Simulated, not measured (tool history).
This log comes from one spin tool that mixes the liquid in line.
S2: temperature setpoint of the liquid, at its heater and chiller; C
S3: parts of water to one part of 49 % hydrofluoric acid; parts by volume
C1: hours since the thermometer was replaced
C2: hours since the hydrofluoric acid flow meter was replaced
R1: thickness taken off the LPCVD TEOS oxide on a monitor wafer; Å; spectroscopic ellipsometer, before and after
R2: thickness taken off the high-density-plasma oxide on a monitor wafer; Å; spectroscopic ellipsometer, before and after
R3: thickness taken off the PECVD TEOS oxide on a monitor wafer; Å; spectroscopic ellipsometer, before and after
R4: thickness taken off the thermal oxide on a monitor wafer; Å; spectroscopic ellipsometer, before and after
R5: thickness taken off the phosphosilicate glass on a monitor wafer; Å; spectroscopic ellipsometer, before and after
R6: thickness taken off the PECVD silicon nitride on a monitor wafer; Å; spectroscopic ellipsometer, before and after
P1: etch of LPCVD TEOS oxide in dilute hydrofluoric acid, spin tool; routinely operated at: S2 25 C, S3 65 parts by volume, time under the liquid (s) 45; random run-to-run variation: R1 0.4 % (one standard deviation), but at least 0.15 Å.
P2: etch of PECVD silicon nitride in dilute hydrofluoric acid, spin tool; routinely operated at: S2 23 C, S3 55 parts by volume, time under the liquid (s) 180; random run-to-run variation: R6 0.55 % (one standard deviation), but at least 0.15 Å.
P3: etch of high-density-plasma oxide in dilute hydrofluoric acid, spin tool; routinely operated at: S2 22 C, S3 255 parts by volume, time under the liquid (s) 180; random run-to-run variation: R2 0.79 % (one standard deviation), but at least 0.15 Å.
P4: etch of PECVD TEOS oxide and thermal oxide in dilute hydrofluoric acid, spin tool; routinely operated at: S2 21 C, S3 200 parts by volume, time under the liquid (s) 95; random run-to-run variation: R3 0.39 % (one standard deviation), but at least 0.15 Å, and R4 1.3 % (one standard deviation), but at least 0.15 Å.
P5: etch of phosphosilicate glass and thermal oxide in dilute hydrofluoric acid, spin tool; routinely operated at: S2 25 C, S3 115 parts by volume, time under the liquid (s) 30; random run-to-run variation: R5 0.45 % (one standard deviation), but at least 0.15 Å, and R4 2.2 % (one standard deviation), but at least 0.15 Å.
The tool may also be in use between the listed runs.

Run 1, hour 7.2: process that ran P1, S2 25 C, S3 65 parts by volume, time under the liquid (s) 45; C1 197.3; C2 260.2. Result: R1 155.92 Å.
Run 2, hour 20.7: process that ran P1, S2 25 C, S3 65 parts by volume, time under the liquid (s) 15; C1 210.8; C2 273.7. Result: R1 52.081 Å.
Run 3, hour 30.5: process that ran P3, S2 22 C, S3 255 parts by volume, time under the liquid (s) 180; C1 220.6; C2 283.5. Result: R2 31.127 Å.
Run 4, hour 45.4: process that ran P1, S2 25 C, S3 65 parts by volume, time under the liquid (s) 45; C1 235.5; C2 298.4. Result: R1 156.66 Å.
Run 5, hour 60.2: process that ran P4, S2 28.5 C, S3 200 parts by volume, time under the liquid (s) 95; C1 250.3; C2 313.2. Result: R3 75.799 Å, R4 24.613 Å.
Run 6, hour 74.8: process that ran P5, S2 17 C, S3 115 parts by volume, time under the liquid (s) 30; C1 264.9; C2 327.8. Result: R4 9.6766 Å, R5 221.23 Å.
Run 7, hour 88.1: process that ran P1, S2 25 C, S3 65 parts by volume, time under the liquid (s) 45; C1 278.2; C2 341.1. Result: R1 156.03 Å.
Run 8, hour 97.5: process that ran P5, S2 25 C, S3 210 parts by volume, time under the liquid (s) 30; C1 287.6; C2 350.5. Result: R4 6.5683 Å, R5 149.71 Å.
Run 9, hour 107.9: process that ran P4, S2 21 C, S3 200 parts by volume, time under the liquid (s) 95; C1 298; C2 360.9. Result: R3 57.363 Å, R4 18.583 Å.
Run 10, hour 118.6: process that ran P1, S2 30.5 C, S3 65 parts by volume, time under the liquid (s) 60; C1 308.7; C2 371.6. Result: R1 258.63 Å.
Run 11, hour 131: process that ran P1, S2 25 C, S3 90 parts by volume, time under the liquid (s) 45; C1 321.1; C2 384. Result: R1 108.56 Å.
Run 12, hour 146.1: process that ran P3, S2 22 C, S3 255 parts by volume, time under the liquid (s) 60; C1 336.2; C2 399.1. Result: R2 10.244 Å.
Run 13, hour 162: process that ran P1, S2 25 C, S3 35 parts by volume, time under the liquid (s) 45; C1 352.1; C2 415. Result: R1 300.93 Å.
Run 14, hour 177.1: process that ran P3, S2 22 C, S3 255 parts by volume, time under the liquid (s) 180; C1 367.2; C2 430.1. Result: R2 30.228 Å.
Run 15, hour 193.5: process that ran P5, S2 25 C, S3 115 parts by volume, time under the liquid (s) 30; C1 383.6; C2 446.5. Result: R4 12.963 Å, R5 304.29 Å.
Run 16, hour 208.1: process that ran P3, S2 27 C, S3 255 parts by volume, time under the liquid (s) 180; C1 398.2; C2 461.1. Result: R2 35.693 Å.
Run 17, hour 220.1: process that ran P3, S2 22 C, S3 35 parts by volume, time under the liquid (s) 180; C1 410.2; C2 473.1. Result: R2 280.86 Å.
Run 18, hour 229.4: process that ran P1, S2 20.5 C, S3 105 parts by volume, time under the liquid (s) 45; C1 419.5; C2 482.4. Result: R1 76.464 Å.
Run 19, hour 241.6: process that ran P1, S2 19 C, S3 65 parts by volume, time under the liquid (s) 45; C1 431.7; C2 494.6. Result: R1 121.62 Å.
Run 20, hour 255.1: process that ran P4, S2 21 C, S3 200 parts by volume, time under the liquid (s) 180; C1 445.2; C2 508.1. Result: R3 108.96 Å, R4 33.919 Å.
Run 21, hour 269.9: process that ran P5, S2 25 C, S3 115 parts by volume, time under the liquid (s) 15; C1 460; C2 522.9. Result: R4 6.8577 Å, R5 151.54 Å.
Run 22, hour 277.6: process that ran P2, S2 17 C, S3 55 parts by volume, time under the liquid (s) 180; C1 467.7; C2 530.6. Result: R6 75.436 Å.
Run 23, hour 285.6: process that ran P2, S2 23 C, S3 55 parts by volume, time under the liquid (s) 180; C1 475.7; C2 538.6. Result: R6 114.27 Å.
Run 24, hour 299: process that ran P2, S2 23 C, S3 55 parts by volume, time under the liquid (s) 315; C1 489.1; C2 552. Result: R6 200.2 Å.
Run 25, hour 309.6: process that ran P2, S2 23 C, S3 20 parts by volume, time under the liquid (s) 180; C1 499.7; C2 562.6. Result: R6 305.18 Å.
Run 26, hour 318.1: process that ran P1, S2 29.5 C, S3 65 parts by volume, time under the liquid (s) 45; C1 508.2; C2 571.1. Result: R1 186.72 Å.
Run 27, hour 329.3: process that ran P1, S2 25 C, S3 65 parts by volume, time under the liquid (s) 75; C1 519.4; C2 582.3. Result: R1 261.15 Å.
Run 28, hour 341.4: process that ran P4, S2 21 C, S3 45 parts by volume, time under the liquid (s) 95; C1 531.5; C2 594.4. Result: R3 303.11 Å, R4 96.865 Å.
Run 29, hour 352.6: process that ran P1, S2 25 C, S3 65 parts by volume, time under the liquid (s) 45; C1 542.7; C2 605.6. Result: R1 156.39 Å.
Run 30, hour 364.3: process that ran P1, S2 25 C, S3 65 parts by volume, time under the liquid (s) 45; C1 554.4; C2 617.3. Result: R1 157.05 Å.
Run 31, hour 377.6: process that ran P1, S2 25 C, S3 65 parts by volume, time under the liquid (s) 45; C1 567.7; C2 630.6. Result: R1 159.35 Å.
Run 32, hour 394.2: process that ran P1, S2 25 C, S3 65 parts by volume, time under the liquid (s) 45; C1 584.3; C2 647.2. Result: R1 161.5 Å.
Run 33, hour 402.5: process that ran P1, S2 25 C, S3 65 parts by volume, time under the liquid (s) 45; C1 592.6; C2 655.5. Result: R1 161.81 Å.
Run 34, hour 414.1: process that ran P1, S2 25 C, S3 65 parts by volume, time under the liquid (s) 45; C1 604.2; C2 667.1. Result: R1 163.38 Å.
Run 35, hour 423.1: process that ran P1, S2 25 C, S3 65 parts by volume, time under the liquid (s) 45; C1 613.2; C2 676.1. Result: R1 162.81 Å.
Run 36, hour 432.5: process that ran P1, S2 25 C, S3 65 parts by volume, time under the liquid (s) 45; C1 622.6; C2 685.5. Result: R1 164.89 Å.
Run 37, hour 445.4: process that ran P1, S2 25 C, S3 65 parts by volume, time under the liquid (s) 45; C1 635.5; C2 698.4. Result: R1 164.81 Å.
Run 38, hour 462: process that ran P1, S2 25 C, S3 65 parts by volume, time under the liquid (s) 45; C1 652.1; C2 715. Result: R1 165.56 Å.
Run 39, hour 478: process that ran P1, S2 25 C, S3 65 parts by volume, time under the liquid (s) 45; C1 668.1; C2 731. Result: R1 165.29 Å.
Run 40, hour 492.3: process that ran P1, S2 25 C, S3 65 parts by volume, time under the liquid (s) 45; C1 682.4; C2 745.3. Result: R1 166.52 Å.
Run 41, hour 503.2: process that ran P1, S2 25 C, S3 65 parts by volume, time under the liquid (s) 45; C1 693.3; C2 756.2. Result: R1 165.24 Å.

Something has made what P1 gives creep away from where it was; the 2 causes below, each at its own stated size, fit the log equally well:
A: hydrofluoric acid flow above the setpoint (%) = 5.65
B: liquid hotter than its thermometer reads (K) = 1.49
Onset of the creep was near hour 364.3.

Consider the 4 single-wafer check runs listed below, results given as question marks: which one distinguishes between the causes by giving clearly different results for each?
Run check 1, hour 514.1: process that ran P4, S2 21 C, S3 50 parts by volume, time under the liquid (s) 140. Result: R3 ?, R4 ?.
Run check 2, hour 514.1: process that ran P3, S2 22 C, S3 110 parts by volume, time under the liquid (s) 105. Result: R2 ?.
Run check 3, hour 514.1: process that ran P5, S2 17 C, S3 205 parts by volume, time under the liquid (s) 30. Result: R4 ?, R5 ?.
Run check 4, hour 514.1: process that ran P2, S2 17 C, S3 55 parts by volume, time under the liquid (s) 300. Result: R6 ?.

Check results expected under each cause:
  check  result    if A    if B
check 1      R3  424.64  426.45
check 1      R4   134.8  135.37
check 2      R2  50.967  50.842
check 3      R4  5.3323  5.2994
check 3      R5  121.47  120.72
check 4      R6  132.01  139.04
Per check, the gap between the least separated pair of causes, taken in the result that splits them most: check 1 0.43 %; check 2 0.25 %; check 3 0.62 %; check 4 5.19 %
Check 4 tells the causes apart: in the others they would give nearly the same result.

After running check 4, the following was obtained: R6 139.22 Å. Which cause does this point to?

It was cause B: liquid hotter than its thermometer reads (K).
